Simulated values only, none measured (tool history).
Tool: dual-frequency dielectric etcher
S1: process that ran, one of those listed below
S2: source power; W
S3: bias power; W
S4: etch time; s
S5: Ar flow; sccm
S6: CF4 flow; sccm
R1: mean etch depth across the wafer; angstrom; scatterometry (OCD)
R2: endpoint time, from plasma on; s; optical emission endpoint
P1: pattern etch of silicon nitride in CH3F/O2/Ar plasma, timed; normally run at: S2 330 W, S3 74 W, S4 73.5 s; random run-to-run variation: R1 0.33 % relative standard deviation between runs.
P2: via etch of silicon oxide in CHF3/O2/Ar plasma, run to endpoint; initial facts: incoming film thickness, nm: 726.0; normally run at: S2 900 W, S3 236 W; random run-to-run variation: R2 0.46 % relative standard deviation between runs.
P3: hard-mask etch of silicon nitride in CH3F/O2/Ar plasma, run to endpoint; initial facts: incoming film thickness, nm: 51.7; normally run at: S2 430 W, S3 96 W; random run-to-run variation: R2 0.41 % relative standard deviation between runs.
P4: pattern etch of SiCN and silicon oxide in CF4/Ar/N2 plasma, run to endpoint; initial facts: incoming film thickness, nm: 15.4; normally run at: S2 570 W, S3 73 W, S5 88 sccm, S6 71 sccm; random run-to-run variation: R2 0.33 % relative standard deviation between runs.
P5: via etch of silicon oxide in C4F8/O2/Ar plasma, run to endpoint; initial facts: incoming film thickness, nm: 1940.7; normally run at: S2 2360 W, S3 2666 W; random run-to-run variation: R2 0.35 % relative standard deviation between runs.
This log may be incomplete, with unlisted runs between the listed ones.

| run | hour | S1 | S2 | S3 | S4 | S5 | S6 | R1 | R2 |
|---|---|---|---|---|---|---|---|---|---|
| 1 | 5.1 | P1 | 330 | 74 | 73.5 |  |  | 480.64 |  |
| 2 | 9.1 | P1 | 330 | 74 | 73.5 |  |  | 481.58 |  |
| 3 | 12.2 | P1 | 410 | 74 | 73.5 |  |  | 519.71 |  |
| 4 | 15.3 | P5 | 2360 | 3655 |  |  |  |  | 298.210 |
| 5 | 20.9 | P4 | 430 | 73 |  | 88 | 71 |  | 18.083 |
| 6 | 23.8 | P3 | 430 | 96 |  |  |  |  | 67.856 |
| 7 | 27.9 | P1 | 330 | 74 | 73.5 |  |  | 480.83 |  |
| 8 | 31.7 | P1 | 330 | 74 | 73.5 |  |  | 479.06 |  |
| 9 | 35.5 | P2 | 900 | 236 |  |  |  |  | 280.040 |
| 10 | 40.9 | P1 | 330 | 74 | 104.0 |  |  | 677.99 |  |
| 11 | 45.1 | P5 | 2820 | 2666 |  |  |  |  | 305.340 |
| 12 | 49.7 | P3 | 430 | 127 |  |  |  |  | 61.267 |
| 13 | 53.8 | P2 | 710 | 236 |  |  |  |  | 306.210 |
| 14 | 58.9 | P4 | 570 | 73 |  | 88 | 71 |  | 14.031 |
| 15 | 63.6 | P1 | 420 | 74 | 54.5 |  |  | 389.40 |  |
| 16 | 68.0 | P1 | 330 | 47 | 73.5 |  |  | 414.04 |  |
| 17 | 73.0 | P4 | 570 | 73 |  | 59 | 71 |  | 13.353 |
| 18 | 76.3 | P1 | 200 | 74 | 73.5 |  |  | 398.82 |  |
| 19 | 80.7 | P2 | 900 | 292 |  |  |  |  | 257.630 |
| 20 | 87.0 | P4 | 570 | 73 |  | 88 | 86 |  | 13.710 |
| 21 | 93.1 | P4 | 570 | 43 |  | 88 | 71 |  | 16.633 |
| 22 | 98.5 | P1 | 330 | 74 | 47.0 |  |  | 307.34 |  |
| 23 | 102.2 | P3 | 600 | 96 |  |  |  |  | 60.252 |
| 24 | 105.5 | P5 | 2360 | 2666 |  |  |  |  | 328.500 |
| 25 | 111.6 | P1 | 330 | 97 | 73.5 |  |  | 528.83 |  |
| 26 | 115.4 | P1 | 330 | 74 | 73.5 |  |  | 479.14 |  |
| 27 | 120.1 | P3 | 430 | 96 |  |  |  |  | 67.862 |
| 28 | 126.0 | P1 | 330 | 74 | 73.5 |  |  | 477.74 |  |
| 29 | 131.8 | P1 | 330 | 74 | 73.5 |  |  | 484.79 |  |
| 30 | 136.8 | P1 | 330 | 74 | 73.5 |  |  | 486.11 |  |
| 31 | 140.2 | P1 | 330 | 74 | 73.5 |  |  | 485.30 |  |
| 32 | 144.2 | P1 | 330 | 74 | 73.5 |  |  | 485.51 |  |
|  | 144.8 | wet clean of the chamber |
| 33 | 149.9 | P1 | 330 | 74 | 73.5 |  |  | 484.23 |  |
| 34 | 154.5 | P1 | 330 | 74 | 73.5 |  |  | 486.12 |  |

P1 no longer gives what it gave before; its output has crept away from where it was. The following 2 causes, each at its listed size, fit the log equally well:
A: bias power that arrives over what is set, % = 4.78
B: source power that arrives over what is set, % = 4.44
The onset of the drift is placed at about hour 126.0.
Other possible causes, and why each is ruled out:
chamber walls in a state that raises the etch rate, %: maintenance at hour 144.8, after the shift began, did not return the process to its former output

Question marks stand in for the results of the 4 check runs listed below, each run on one wafer. Under which run would the listed causes show clearly different results?
| check 1 | 159.1 | P5 | 2360 | 3593 |  |  |  |  | ? |
| check 2 | 159.1 | P2 | 900 | 289 |  |  |  |  | ? |
| check 3 | 159.1 | P4 | 570 | 73 |  | 64 | 71 |  | ? |
| check 4 | 159.1 | P3 | 580 | 96 |  |  |  |  | ? |

If the cause were each of the candidates in turn, the checks would give the following:
| check | result | if A | if B |
|---|---|---|---|
| check 1 | R2 | 297.230 | 296.650 |
| check 2 | R2 | 256.530 | 256.640 |
| check 3 | R2 | 13.260 | 12.944 |
| check 4 | R2 | 59.806 | 59.825 |
Smallest distance between any two causes, each pair judged by its most separating result, in per cent: check 1 0.19 %; check 2 0.04 %; check 3 2.41 %; check 4 0.03 %
The other checks would show nearly matching results whichever cause is true, so check 3 is the only one that separates the causes.

Check 3 has now been run. It gave: R2 12.938 s. Which of the candidate causes is it?

Of the candidate causes, it is B: source power that arrives over what is set, %.
